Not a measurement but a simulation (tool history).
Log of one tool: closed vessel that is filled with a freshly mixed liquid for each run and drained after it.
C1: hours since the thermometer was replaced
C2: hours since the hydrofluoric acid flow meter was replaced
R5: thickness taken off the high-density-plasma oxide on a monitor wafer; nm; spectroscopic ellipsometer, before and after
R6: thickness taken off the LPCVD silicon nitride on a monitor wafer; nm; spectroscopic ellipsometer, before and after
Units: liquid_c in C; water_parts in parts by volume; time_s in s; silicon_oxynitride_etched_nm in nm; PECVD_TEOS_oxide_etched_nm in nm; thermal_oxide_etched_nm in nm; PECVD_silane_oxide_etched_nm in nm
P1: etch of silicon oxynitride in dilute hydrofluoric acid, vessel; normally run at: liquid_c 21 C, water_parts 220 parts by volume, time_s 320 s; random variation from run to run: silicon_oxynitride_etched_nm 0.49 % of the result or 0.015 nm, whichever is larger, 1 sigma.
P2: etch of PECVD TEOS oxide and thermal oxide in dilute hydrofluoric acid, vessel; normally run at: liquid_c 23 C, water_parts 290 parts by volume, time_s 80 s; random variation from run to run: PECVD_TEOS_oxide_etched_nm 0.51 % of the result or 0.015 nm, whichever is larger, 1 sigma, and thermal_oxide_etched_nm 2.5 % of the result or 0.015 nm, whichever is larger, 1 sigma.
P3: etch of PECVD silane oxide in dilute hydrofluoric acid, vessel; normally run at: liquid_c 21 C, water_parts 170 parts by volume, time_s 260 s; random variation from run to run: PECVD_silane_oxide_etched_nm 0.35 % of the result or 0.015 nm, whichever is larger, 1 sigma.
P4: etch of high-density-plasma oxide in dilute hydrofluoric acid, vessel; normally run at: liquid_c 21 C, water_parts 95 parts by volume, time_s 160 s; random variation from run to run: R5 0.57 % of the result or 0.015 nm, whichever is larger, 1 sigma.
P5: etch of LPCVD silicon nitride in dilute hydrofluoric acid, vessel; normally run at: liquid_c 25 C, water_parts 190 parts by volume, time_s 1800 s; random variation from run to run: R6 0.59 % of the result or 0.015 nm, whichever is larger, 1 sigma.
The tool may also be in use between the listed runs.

Run 1, hour 6: process P1, liquid_c 21 C, water_parts 220 parts by volume, time_s 320 s; C1 154.4; C2 714. Result: silicon_oxynitride_etched_nm 5.4276 nm.
Run 2, hour 10.8: process P1, liquid_c 21 C, water_parts 115 parts by volume, time_s 320 s; C1 159.2; C2 718.8. Result: silicon_oxynitride_etched_nm 11.274 nm.
Run 3, hour 18.4: process P2, liquid_c 23 C, water_parts 75 parts by volume, time_s 80 s; C1 166.8; C2 726.4. Result: PECVD_TEOS_oxide_etched_nm 19.642 nm, thermal_oxide_etched_nm 4.8172 nm.
Run 4, hour 25.7: process P1, liquid_c 17 C, water_parts 220 parts by volume, time_s 30 s; C1 174.1; C2 733.7. Result: silicon_oxynitride_etched_nm 0.42598 nm.
Run 5, hour 32.6: process P3, liquid_c 21 C, water_parts 170 parts by volume, time_s 260 s; C1 181; C2 740.6. Result: PECVD_silane_oxide_etched_nm 28.208 nm.
Run 6, hour 37.7: process P1, liquid_c 21 C, water_parts 220 parts by volume, time_s 495 s; C1 186.1; C2 745.7. Result: silicon_oxynitride_etched_nm 8.5345 nm.
Run 7, hour 42.9: process P4, liquid_c 21 C, water_parts 95 parts by volume, time_s 160 s; C1 191.3; C2 750.9. Result: R5 14.217 nm.
Run 8, hour 48: process P2, liquid_c 17 C, water_parts 290 parts by volume, time_s 80 s; C1 196.4; C2 756. Result: PECVD_TEOS_oxide_etched_nm 3.2099 nm, thermal_oxide_etched_nm 0.71849 nm.
Run 9, hour 54.8: process P5, liquid_c 32.5 C, water_parts 190 parts by volume, time_s 1800 s; C1 203.2; C2 762.8. Result: R6 7.8355 nm.
Run 10, hour 60.8: process P5, liquid_c 25 C, water_parts 190 parts by volume, time_s 660 s; C1 209.2; C2 768.8. Result: R6 1.8274 nm.
Run 11, hour 69: process P2, liquid_c 23 C, water_parts 290 parts by volume, time_s 125 s; C1 217.4; C2 777. Result: PECVD_TEOS_oxide_etched_nm 6.2526 nm, thermal_oxide_etched_nm 1.4713 nm.
Run 12, hour 77.4: process P1, liquid_c 21 C, water_parts 220 parts by volume, time_s 320 s; C1 225.8; C2 785.4. Result: silicon_oxynitride_etched_nm 5.4214 nm.
Run 13, hour 83.8: process P1, liquid_c 17 C, water_parts 220 parts by volume, time_s 320 s; C1 232.2; C2 791.8. Result: silicon_oxynitride_etched_nm 4.5491 nm.
Run 14, hour 92.1: process P4, liquid_c 28.5 C, water_parts 95 parts by volume, time_s 160 s; C1 240.5; C2 800.1. Result: R5 19.199 nm.
Run 15, hour 100.8: process P4, liquid_c 21 C, water_parts 55 parts by volume, time_s 160 s; C1 249.2; C2 808.8. Result: R5 25.213 nm.
Run 16, hour 106: process P2, liquid_c 23 C, water_parts 290 parts by volume, time_s 80 s; C1 254.4; C2 814. Result: PECVD_TEOS_oxide_etched_nm 3.9888 nm, thermal_oxide_etched_nm 0.97389 nm.
Run 17, hour 114.6: process P3, liquid_c 21 C, water_parts 170 parts by volume, time_s 95 s; C1 263; C2 822.6. Result: PECVD_silane_oxide_etched_nm 10.257 nm.
Run 18, hour 119.8: process P1, liquid_c 21 C, water_parts 220 parts by volume, time_s 150 s; C1 268.2; C2 827.8. Result: silicon_oxynitride_etched_nm 2.5813 nm.
Run 19, hour 127.4: process P5, liquid_c 25 C, water_parts 190 parts by volume, time_s 1800 s; C1 275.8; C2 835.4. Result: R6 5.0042 nm.
Run 20, hour 134.1: process P1, liquid_c 21 C, water_parts 220 parts by volume, time_s 320 s; C1 282.5; C2 842.1. Result: silicon_oxynitride_etched_nm 5.4359 nm.
Run 21, hour 140.4: process P1, liquid_c 21 C, water_parts 100 parts by volume, time_s 140 s; C1 288.8; C2 848.4. Result: silicon_oxynitride_etched_nm 5.6693 nm.

The next listed run, before its measurement:
At hour 142.1: thermometer replaced.
Run 22, hour 148.6: process P3, liquid_c 17 C, water_parts 170 parts by volume, time_s 260 s; C1 6.6; C2 856.6. Result: PECVD_silane_oxide_etched_nm ?.

{"run 22": {"PECVD_silane_oxide_etched_nm": 24.065}}
